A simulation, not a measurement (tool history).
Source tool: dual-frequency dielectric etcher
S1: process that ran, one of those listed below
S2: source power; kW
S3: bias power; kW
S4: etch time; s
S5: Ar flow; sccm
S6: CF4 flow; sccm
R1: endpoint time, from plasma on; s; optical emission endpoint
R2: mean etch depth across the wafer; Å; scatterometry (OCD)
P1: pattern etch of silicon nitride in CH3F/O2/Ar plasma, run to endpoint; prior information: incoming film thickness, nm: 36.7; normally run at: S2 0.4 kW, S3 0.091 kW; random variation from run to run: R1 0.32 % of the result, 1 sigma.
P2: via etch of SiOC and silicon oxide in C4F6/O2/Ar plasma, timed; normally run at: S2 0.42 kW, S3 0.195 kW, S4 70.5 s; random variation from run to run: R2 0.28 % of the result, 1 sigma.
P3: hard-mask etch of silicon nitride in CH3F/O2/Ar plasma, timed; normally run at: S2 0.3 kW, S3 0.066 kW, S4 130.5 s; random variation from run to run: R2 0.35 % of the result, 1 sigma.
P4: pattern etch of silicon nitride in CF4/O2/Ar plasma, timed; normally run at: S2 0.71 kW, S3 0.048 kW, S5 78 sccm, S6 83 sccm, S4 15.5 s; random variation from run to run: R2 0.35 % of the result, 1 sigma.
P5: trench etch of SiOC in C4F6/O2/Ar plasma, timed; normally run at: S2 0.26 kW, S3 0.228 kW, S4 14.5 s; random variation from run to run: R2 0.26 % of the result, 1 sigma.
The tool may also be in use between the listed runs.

Run 1, day 0.496: S1 P1, S2 0.4 kW, S3 0.091 kW. Result: R1 49.776 s.
Run 2, day 1.271: S1 P5, S2 0.26 kW, S3 0.32 kW, S4 14.5 s. Result: R2 312.17 Å.
Run 3, day 1.625: S1 P3, S2 0.3 kW, S3 0.091 kW, S4 130.5 s. Result: R2 879.33 Å.
Run 4, day 1.979: S1 P2, S2 0.42 kW, S3 0.195 kW, S4 44.5 s. Result: R2 526.77 Å.
Run 5, day 2.738: S1 P3, S2 0.3 kW, S3 0.066 kW, S4 173 s. Result: R2 1035 Å.
Run 6, day 3.546: S1 P3, S2 0.3 kW, S3 0.066 kW, S4 130.5 s. Result: R2 781.37 Å.
Run 7, day 4.138: S1 P4, S2 0.41 kW, S3 0.048 kW, S4 15.5 s, S5 78 sccm, S6 83 sccm. Result: R2 244.42 Å.
Run 8, day 4.792: S1 P1, S2 0.4 kW, S3 0.091 kW. Result: R1 49.976 s.
Run 9, day 5.521: S1 P1, S2 0.4 kW, S3 0.091 kW. Result: R1 49.96 s.
Run 10, day 6.221: S1 P5, S2 0.35 kW, S3 0.228 kW, S4 14.5 s. Result: R2 309.75 Å.
Run 11, day 6.633: S1 P3, S2 0.37 kW, S3 0.066 kW, S4 130.5 s. Result: R2 843.05 Å.
Run 12, day 7.288: S1 P5, S2 0.26 kW, S3 0.228 kW, S4 9.5 s. Result: R2 181.19 Å.
Run 13, day 7.712: S1 P1, S2 0.4 kW, S3 0.091 kW. Result: R1 50.133 s.
Run 14, day 8.35: S1 P4, S2 0.71 kW, S3 0.048 kW, S4 15.5 s, S5 78 sccm, S6 83 sccm. Result: R2 391.43 Å.
Run 15, day 8.846: S1 P1, S2 0.24 kW, S3 0.106 kW. Result: R1 56.968 s.
Run 16, day 9.633: S1 P4, S2 0.71 kW, S3 0.048 kW, S4 15.5 s, S5 93 sccm, S6 83 sccm. Result: R2 384.02 Å.
Run 17, day 10.1: S1 P4, S2 0.71 kW, S3 0.03 kW, S4 15.5 s, S5 78 sccm, S6 83 sccm. Result: R2 336.21 Å.
Run 18, day 10.612: S1 P1, S2 0.4 kW, S3 0.091 kW. Result: R1 49.812 s.
Run 19, day 11.408: S1 P1, S2 0.4 kW, S3 0.121 kW. Result: R1 44.951 s.
Run 20, day 12.212: S1 P1, S2 0.5 kW, S3 0.067 kW. Result: R1 51.092 s.
Run 21, day 12.7: S1 P2, S2 0.42 kW, S3 0.263 kW, S4 70.5 s. Result: R2 923.83 Å.
Run 22, day 13.379: S1 P1, S2 0.4 kW, S3 0.055 kW. Result: R1 59.222 s.
Run 23, day 13.796: S1 P5, S2 0.26 kW, S3 0.228 kW, S4 14.5 s. Result: R2 277.42 Å.
Run 24, day 14.175: S1 P4, S2 0.71 kW, S3 0.048 kW, S4 22 s, S5 78 sccm, S6 83 sccm. Result: R2 559.72 Å.
Run 25, day 14.762: S1 P1, S2 0.3 kW, S3 0.091 kW. Result: R1 55.948 s.
Run 26, day 15.304: S1 P1, S2 0.55 kW, S3 0.091 kW. Result: R1 44.359 s.
Run 27, day 15.671: S1 P2, S2 0.42 kW, S3 0.195 kW, S4 70.5 s. Result: R2 832.43 Å.
Run 28, day 16.088: S1 P4, S2 0.71 kW, S3 0.048 kW, S4 15.5 s, S5 78 sccm, S6 57 sccm. Result: R2 376.11 Å.
Run 29, day 16.646: S1 P4, S2 0.71 kW, S3 0.048 kW, S4 15.5 s, S5 78 sccm, S6 83 sccm. Result: R2 393.27 Å.
Run 30, day 17.15: S1 P3, S2 0.3 kW, S3 0.066 kW, S4 130.5 s. Result: R2 779.91 Å.
Run 31, day 17.538: S1 P5, S2 0.26 kW, S3 0.228 kW, S4 14.5 s. Result: R2 277.65 Å.
Run 32, day 18.246: S1 P2, S2 0.29 kW, S3 0.195 kW, S4 70.5 s. Result: R2 726.33 Å.
Run 33, day 19.025: S1 P1, S2 0.4 kW, S3 0.091 kW. Result: R1 49.972 s.
Run 34, day 19.683: S1 P1, S2 0.4 kW, S3 0.091 kW. Result: R1 50.013 s.
Run 35, day 20.367: S1 P1, S2 0.4 kW, S3 0.091 kW. Result: R1 50.465 s.
Run 36, day 21.054: S1 P1, S2 0.4 kW, S3 0.091 kW. Result: R1 50.545 s.

Run 37, settings as shown, results not yet in. Your forecast:
At day 21.683: wet clean of the chamber.
Run 37, day 21.733: S1 P1, S2 0.4 kW, S3 0.091 kW. Result: R1 ?.

{"run 37": {"R1": 51.063}}
